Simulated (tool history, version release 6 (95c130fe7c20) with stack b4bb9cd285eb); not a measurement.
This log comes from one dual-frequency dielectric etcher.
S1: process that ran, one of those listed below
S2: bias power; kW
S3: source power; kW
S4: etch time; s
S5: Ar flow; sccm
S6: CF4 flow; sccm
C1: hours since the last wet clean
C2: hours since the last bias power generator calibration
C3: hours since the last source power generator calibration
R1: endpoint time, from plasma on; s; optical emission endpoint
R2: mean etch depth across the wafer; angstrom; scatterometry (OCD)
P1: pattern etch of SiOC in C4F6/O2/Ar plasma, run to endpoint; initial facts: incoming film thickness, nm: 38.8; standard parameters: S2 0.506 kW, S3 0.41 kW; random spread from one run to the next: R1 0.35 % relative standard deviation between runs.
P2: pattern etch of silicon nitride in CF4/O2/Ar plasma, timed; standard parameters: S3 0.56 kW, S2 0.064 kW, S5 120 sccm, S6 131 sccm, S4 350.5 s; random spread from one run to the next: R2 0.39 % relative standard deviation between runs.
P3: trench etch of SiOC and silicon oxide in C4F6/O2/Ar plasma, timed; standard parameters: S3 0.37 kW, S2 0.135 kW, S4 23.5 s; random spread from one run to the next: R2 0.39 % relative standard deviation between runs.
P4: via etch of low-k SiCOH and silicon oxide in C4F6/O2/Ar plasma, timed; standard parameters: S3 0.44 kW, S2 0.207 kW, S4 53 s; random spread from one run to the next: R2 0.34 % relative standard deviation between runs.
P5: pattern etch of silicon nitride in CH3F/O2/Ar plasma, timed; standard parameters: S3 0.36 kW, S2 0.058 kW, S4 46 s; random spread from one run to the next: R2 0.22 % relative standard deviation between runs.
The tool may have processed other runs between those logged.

{"run": 1, "hour": 14.4, "S1": "P1", "S2": 0.506, "S3": 0.41, "C1": 174.8, "C2": 858.5, "C3": 1503.3, "R1": 12.909}
{"run": 2, "hour": 23.0, "S1": "P3", "S2": 0.096, "S3": 0.37, "S4": 23.5, "C1": 183.4, "C2": 867.1, "C3": 1511.9, "R2": 370.14}
{"run": 3, "hour": 36.3, "S1": "P4", "S2": 0.207, "S3": 0.44, "S4": 32.5, "C1": 196.7, "C2": 880.4, "C3": 1525.2, "R2": 932.35}
{"run": 4, "hour": 45.5, "S1": "P2", "S2": 0.064, "S3": 0.56, "S4": 350.5, "S5": 120, "S6": 131, "C1": 205.9, "C2": 889.6, "C3": 1534.4, "R2": 8392.2}
{"run": 5, "hour": 54.9, "S1": "P2", "S2": 0.064, "S3": 0.56, "S4": 350.5, "S5": 120, "S6": 131, "C1": 215.3, "C2": 899, "C3": 1543.8, "R2": 8261.7}
{"run": 6, "hour": 63.7, "S1": "P1", "S2": 0.506, "S3": 0.34, "C1": 224.1, "C2": 907.8, "C3": 1552.6, "R1": 13.854}
{"run": 7, "hour": 74.3, "S1": "P3", "S2": 0.135, "S3": 0.37, "S4": 23.5, "C1": 234.7, "C2": 918.4, "C3": 1563.2, "R2": 405.55}
{"run": 8, "hour": 84.3, "S1": "P5", "S2": 0.058, "S3": 0.36, "S4": 46, "C1": 244.7, "C2": 928.4, "C3": 1573.2, "R2": 281.15}
{"run": 9, "hour": 91.5, "S1": "P4", "S2": 0.165, "S3": 0.44, "S4": 53, "C1": 251.9, "C2": 935.6, "C3": 1580.4, "R2": 1416.8}
{"run": 10, "hour": 99.2, "S1": "P3", "S2": 0.135, "S3": 0.23, "S4": 23.5, "C1": 259.6, "C2": 943.3, "C3": 1588.1, "R2": 337.36}
{"run": 11, "hour": 110.6, "S1": "P1", "S2": 0.506, "S3": 0.41, "C1": 271, "C2": 954.7, "C3": 1599.5, "R1": 12.935}
{"run": 12, "hour": 125.1, "S1": "P2", "S2": 0.064, "S3": 0.56, "S4": 240.5, "S5": 120, "S6": 131, "C1": 285.5, "C2": 969.2, "C3": 1614, "R2": 5737.2}
{"run": 13, "hour": 138.4, "S1": "P1", "S2": 0.506, "S3": 0.55, "C1": 298.8, "C2": 982.5, "C3": 1627.3, "R1": 11.668}
{"run": 14, "hour": 147.2, "S1": "P5", "S2": 0.058, "S3": 0.36, "S4": 46, "C1": 307.6, "C2": 991.3, "C3": 1636.1, "R2": 281.89}
{"run": 15, "hour": 158.2, "S1": "P1", "S2": 0.506, "S3": 0.41, "C1": 318.6, "C2": 1002.3, "C3": 1647.1, "R1": 12.91}
{"run": 16, "hour": 172.0, "S1": "P5", "S2": 0.036, "S3": 0.36, "S4": 46, "C1": 332.4, "C2": 1016.1, "C3": 1660.9, "R2": 243.35}
{"run": 17, "hour": 186.0, "S1": "P5", "S2": 0.058, "S3": 0.36, "S4": 66, "C1": 346.4, "C2": 1030.1, "C3": 1674.9, "R2": 403.33}
{"run": 18, "hour": 198.5, "S1": "P1", "S2": 0.628, "S3": 0.56, "C1": 358.9, "C2": 1042.6, "C3": 1687.4, "R1": 10.626}
{"run": 19, "hour": 211.3, "S1": "P1", "S2": 0.506, "S3": 0.41, "C1": 371.7, "C2": 1055.4, "C3": 1700.2, "R1": 12.954}
{"run": 20, "hour": 218.2, "S1": "P1", "S2": 0.506, "S3": 0.41, "C1": 378.6, "C2": 1062.3, "C3": 1707.1, "R1": 12.893}
{"run": 21, "hour": 227.3, "S1": "P1", "S2": 0.661, "S3": 0.41, "C1": 387.7, "C2": 1071.4, "C3": 1716.2, "R1": 11.711}
{"run": 22, "hour": 235.4, "S1": "P2", "S2": 0.085, "S3": 0.56, "S4": 350.5, "S5": 120, "S6": 131, "C1": 395.8, "C2": 1079.5, "C3": 1724.3, "R2": 9366.5}
{"run": 23, "hour": 245.2, "S1": "P5", "S2": 0.058, "S3": 0.22, "S4": 46, "C1": 405.6, "C2": 1089.3, "C3": 1734.1, "R2": 233.71}
{"run": 24, "hour": 253.4, "S1": "P2", "S2": 0.064, "S3": 0.56, "S4": 350.5, "S5": 151, "S6": 131, "C1": 413.8, "C2": 1097.5, "C3": 1742.3, "R2": 8120.5}
{"run": 25, "hour": 260.9, "S1": "P2", "S2": 0.064, "S3": 0.68, "S4": 350.5, "S5": 120, "S6": 131, "C1": 421.3, "C2": 1105, "C3": 1749.8, "R2": 9849.4}
{"run": 26, "hour": 271.6, "S1": "P4", "S2": 0.207, "S3": 0.44, "S4": 53, "C1": 432, "C2": 1115.7, "C3": 1760.5, "R2": 1523.4}
{"run": 27, "hour": 282.9, "S1": "P1", "S2": 0.323, "S3": 0.41, "C1": 443.3, "C2": 1127, "C3": 1771.8, "R1": 15.176}
{"run": 28, "hour": 294.4, "S1": "P4", "S2": 0.207, "S3": 0.62, "S4": 53, "C1": 454.8, "C2": 1138.5, "C3": 1783.3, "R2": 1750.7}
{"run": 29, "hour": 305.7, "S1": "P1", "S2": 0.506, "S3": 0.41, "C1": 466.1, "C2": 1149.8, "C3": 1794.6, "R1": 12.928}
{"run": 30, "hour": 316.4, "S1": "P2", "S2": 0.064, "S3": 0.56, "S4": 350.5, "S5": 120, "S6": 87, "C1": 476.8, "C2": 1160.5, "C3": 1805.3, "R2": 7929}
{"run": 31, "hour": 330.2, "S1": "P1", "S2": 0.506, "S3": 0.41, "C1": 490.6, "C2": 1174.3, "C3": 1819.1, "R1": 12.922}
{"run": 32, "hour": 344.2, "S1": "P3", "S2": 0.135, "S3": 0.37, "S4": 13, "C1": 504.6, "C2": 1188.3, "C3": 1833.1, "R2": 225.55}
{"run": 33, "hour": 357.6, "S1": "P1", "S2": 0.506, "S3": 0.41, "C1": 518, "C2": 1201.7, "C3": 1846.5, "R1": 12.861}
{"run": 34, "hour": 368.1, "S1": "P1", "S2": 0.506, "S3": 0.41, "C1": 528.5, "C2": 1212.2, "C3": 1857, "R1": 13.003}
{"run": 35, "hour": 376.5, "S1": "P1", "S2": 0.506, "S3": 0.41, "C1": 536.9, "C2": 1220.6, "C3": 1865.4, "R1": 13.075}
{"run": 36, "hour": 387.7, "S1": "P1", "S2": 0.506, "S3": 0.41, "C1": 548.1, "C2": 1231.8, "C3": 1876.6, "R1": 13.018}
{"run": 37, "hour": 401.7, "S1": "P1", "S2": 0.506, "S3": 0.41, "C1": 562.1, "C2": 1245.8, "C3": 1890.6, "R1": 13.075}
{"run": 38, "hour": 412.0, "S1": "P1", "S2": 0.506, "S3": 0.41, "C1": 572.4, "C2": 1256.1, "C3": 1900.9, "R1": 13.058}
{"run": 39, "hour": 421.6, "S1": "P1", "S2": 0.506, "S3": 0.41, "C1": 582, "C2": 1265.7, "C3": 1910.5, "R1": 13.203}
{"run": 40, "hour": 433.4, "S1": "P1", "S2": 0.506, "S3": 0.41, "C1": 593.8, "C2": 1277.5, "C3": 1922.3, "R1": 13.049}
{"hour": 435.3, "done": "wet clean of the chamber"}
{"run": 41, "hour": 441.5, "S1": "P1", "S2": 0.506, "S3": 0.41, "C1": 6.3, "C2": 1285.6, "C3": 1930.4, "R1": 13.142}
{"run": 42, "hour": 452.3, "S1": "P1", "S2": 0.506, "S3": 0.41, "C1": 17.1, "C2": 1296.4, "C3": 1941.2, "R1": 13.23}

Expected results for the next run?
{"run": 43, "hour": 464.7, "S1": "P1", "S2": 0.506, "S3": 0.41, "C1": 29.5, "C2": 1308.8, "C3": 1953.6, "R1": "?"}

Run 43 measured R1 13.098 s.
